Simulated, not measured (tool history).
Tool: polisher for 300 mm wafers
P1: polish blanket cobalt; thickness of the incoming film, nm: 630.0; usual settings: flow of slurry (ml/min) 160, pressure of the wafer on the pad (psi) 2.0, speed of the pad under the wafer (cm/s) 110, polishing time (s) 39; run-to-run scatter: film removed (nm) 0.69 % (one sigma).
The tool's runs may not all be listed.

run	day	flow of slurry (ml/min)	pressure of the wafer on the pad (psi)	speed of the pad under the wafer (cm/s)	polishing time (s)	wafers polished on this pad	hours since the slurry nozzle was cleaned	hours since the head pressure was calibrated	film removed (nm)
1	0.288	160	2.0	110	39	523	267.6	246.3	213.830
2	0.592	160	2.0	110	19	596	274.9	253.6	103.820
3	1.129	195	2.0	72	39	725	287.8	266.5	142.520
4	1.621	160	1.2	110	39	843	299.6	278.3	126.740
5	2.225	160	2.0	110	39	988	314.1	292.8	211.490
6	2.542	160	2.0	110	62	1064	321.7	300.4	335.120
7	3.017	105	2.0	110	39	1178	333.1	311.8	193.440
8	3.525	160	2.0	74	24	1300	345.3	324.0	88.026
# day 3.900: slurry nozzle cleaned
9	3.908	250	2.0	110	39	1392	0.2	333.2	223.760
10	4.329	160	2.0	146	39	1493	10.3	343.3	281.800
11	4.638	160	1.3	162	39	1567	17.7	350.7	201.520
12	4.996	160	2.0	110	39	1653	26.3	359.3	212.700
13	5.588	160	2.0	110	39	1795	40.5	373.5	208.150
14	5.992	160	3.0	110	39	1892	50.2	383.2	319.100
15	6.579	160	2.0	110	39	2033	64.3	397.3	213.880
16	6.879	160	2.0	68	39	2105	71.5	404.5	130.080

The next listed run, before its measurement:
17	7.204	160	2.0	110	39	2183	79.3	412.3	?

Run 17 gave film removed (nm) 208.430.
